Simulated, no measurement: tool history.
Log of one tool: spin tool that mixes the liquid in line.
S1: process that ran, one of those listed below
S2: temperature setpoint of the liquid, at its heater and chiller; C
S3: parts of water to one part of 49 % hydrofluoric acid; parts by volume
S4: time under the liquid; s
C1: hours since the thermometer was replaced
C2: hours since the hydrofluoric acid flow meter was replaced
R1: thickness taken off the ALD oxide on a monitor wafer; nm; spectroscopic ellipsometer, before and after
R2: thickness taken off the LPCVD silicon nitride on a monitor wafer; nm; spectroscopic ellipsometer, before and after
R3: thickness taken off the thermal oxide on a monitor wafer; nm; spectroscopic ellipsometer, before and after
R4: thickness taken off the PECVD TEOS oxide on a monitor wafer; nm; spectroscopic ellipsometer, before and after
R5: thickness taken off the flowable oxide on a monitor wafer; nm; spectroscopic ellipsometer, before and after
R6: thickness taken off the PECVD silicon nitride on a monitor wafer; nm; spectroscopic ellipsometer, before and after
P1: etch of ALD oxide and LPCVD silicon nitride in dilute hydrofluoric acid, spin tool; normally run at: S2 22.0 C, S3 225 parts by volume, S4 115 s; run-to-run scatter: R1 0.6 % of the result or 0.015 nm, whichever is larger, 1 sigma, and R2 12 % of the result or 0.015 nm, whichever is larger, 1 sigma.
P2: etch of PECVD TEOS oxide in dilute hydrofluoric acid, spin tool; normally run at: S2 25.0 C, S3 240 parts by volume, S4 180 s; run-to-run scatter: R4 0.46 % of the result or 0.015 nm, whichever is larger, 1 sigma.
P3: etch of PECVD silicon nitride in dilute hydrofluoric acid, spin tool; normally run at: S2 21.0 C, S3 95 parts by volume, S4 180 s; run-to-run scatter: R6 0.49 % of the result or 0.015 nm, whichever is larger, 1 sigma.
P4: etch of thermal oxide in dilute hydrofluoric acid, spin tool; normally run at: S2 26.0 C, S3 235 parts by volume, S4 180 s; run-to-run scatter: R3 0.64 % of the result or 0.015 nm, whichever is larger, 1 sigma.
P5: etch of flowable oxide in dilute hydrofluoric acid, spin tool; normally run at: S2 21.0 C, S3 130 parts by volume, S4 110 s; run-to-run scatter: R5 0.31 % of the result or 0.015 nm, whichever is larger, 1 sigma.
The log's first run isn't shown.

run	hour	S1	S2	S3	S4	C1	C2	R1	R2	R3	R4	R5	R6
2	11.9	P4	21.5	235	180	791.5	398.3			2.9376			
3	16.1	P2	25.0	240	180	795.7	402.5				10.4500		
4	21.6	P1	22.0	225	30	801.2	408.0	1.4509	0.068465				
5	26.5	P1	22.0	145	115	806.1	412.9	9.5191	0.359140				
6	31.2	P4	26.0	235	180	810.8	417.6			3.5165			
7	35.8	P1	29.5	225	115	815.4	422.2	7.4293	0.380350				
8	40.9	P5	21.0	180	110	820.5	427.3					14.639	
9	46.2	P5	21.0	130	110	825.8	432.6					21.316	
# hour 50.8: hydrofluoric acid flow meter replaced
10	51.9	P5	17.5	130	110	831.5	1.1					18.460	
11	56.6	P3	21.0	95	180	836.2	5.8						4.0360
12	61.2	P3	21.0	50	180	840.8	10.4						7.5763
13	67.1	P5	21.0	130	180	846.7	16.3					34.731	
14	72.4	P1	22.0	225	115	852.0	21.6	5.6123	0.221620				
15	76.1	P2	25.0	240	315	855.7	25.3				18.2700		
16	81.2	P1	17.5	225	115	860.8	30.4	4.7204	0.189280				
17	88.2	P1	22.0	370	115	867.8	37.4	2.9941	0.127380				
18	93.0	P1	22.0	225	115	872.6	42.2	5.6114	0.258390				
19	98.7	P1	22.0	225	115	878.3	47.9	5.6250	0.176380				
20	104.3	P3	21.0	95	180	883.9	53.5						4.0579

Run 21 comes next. What will it give?
21	110.3	P2	21.0	240	180	889.9	59.5				?		

Run 21 gave R4 8.9797 nm.
